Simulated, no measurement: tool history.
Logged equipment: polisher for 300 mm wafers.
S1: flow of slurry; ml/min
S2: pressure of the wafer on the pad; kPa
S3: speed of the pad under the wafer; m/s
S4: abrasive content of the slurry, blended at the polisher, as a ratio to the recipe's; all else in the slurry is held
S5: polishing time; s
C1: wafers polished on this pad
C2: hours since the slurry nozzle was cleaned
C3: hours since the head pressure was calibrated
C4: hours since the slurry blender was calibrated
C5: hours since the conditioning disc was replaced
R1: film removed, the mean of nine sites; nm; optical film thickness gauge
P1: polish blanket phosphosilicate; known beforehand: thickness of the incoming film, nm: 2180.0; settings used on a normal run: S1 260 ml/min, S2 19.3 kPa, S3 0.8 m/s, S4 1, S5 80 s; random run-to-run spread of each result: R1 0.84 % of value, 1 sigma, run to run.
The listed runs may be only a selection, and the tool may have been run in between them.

run,hour,S1,S2,S3,S4,S5,C1,C2,C3,C4,C5,R1
1,12.5,260,19.3,0.8,1,80,376,122.6,202.6,72.5,305.9,641.1
2,18.8,260,11.7,0.8,1,51,414,128.9,208.9,78.8,312.2,253.08
3,31.9,260,19.3,0.8,1,80,494,142,222,91.9,325.3,641
# hour 43.1: slurry blender recalibrated
4,44.5,260,19.3,0.38,1,80,570,154.6,234.6,1.5,337.9,354.01
5,54.9,410,19.3,0.8,1,80,633,165,245,11.9,348.3,676.76
6,60.7,260,19.3,0.8,1,44,669,170.8,250.8,17.7,354.1,354.9
7,71.7,260,19.3,0.8,0.6,80,735,181.8,261.8,28.7,365.1,492.67
8,82.8,260,25.5,0.8,1,80,803,192.9,272.9,39.8,376.2,851.17
9,88.7,260,19.3,0.8,1.3,80,839,198.8,278.8,45.7,382.1,728.84
10,96.6,260,19.3,0.8,1,80,887,206.7,286.7,53.6,390,642.41
11,104.3,260,19.3,0.8,1,115,934,214.4,294.4,61.3,397.7,930.29
12,112.4,260,19.3,0.8,1,80,983,222.5,302.5,69.4,405.8,642.62
13,119.5,260,19.3,0.8,1,80,1026,229.6,309.6,76.5,412.9,649.29
14,127,260,10.3,0.8,1,80,1072,237.1,317.1,84,420.4,347.3
15,136.4,165,19.3,0.8,1,80,1129,246.5,326.5,93.4,429.8,605.13

Estimate the outcome of run 16 from the log above:
16,145.5,260,19.3,1.08,1,80,1184,255.6,335.6,102.5,438.9,?

R1: 826.9 nm
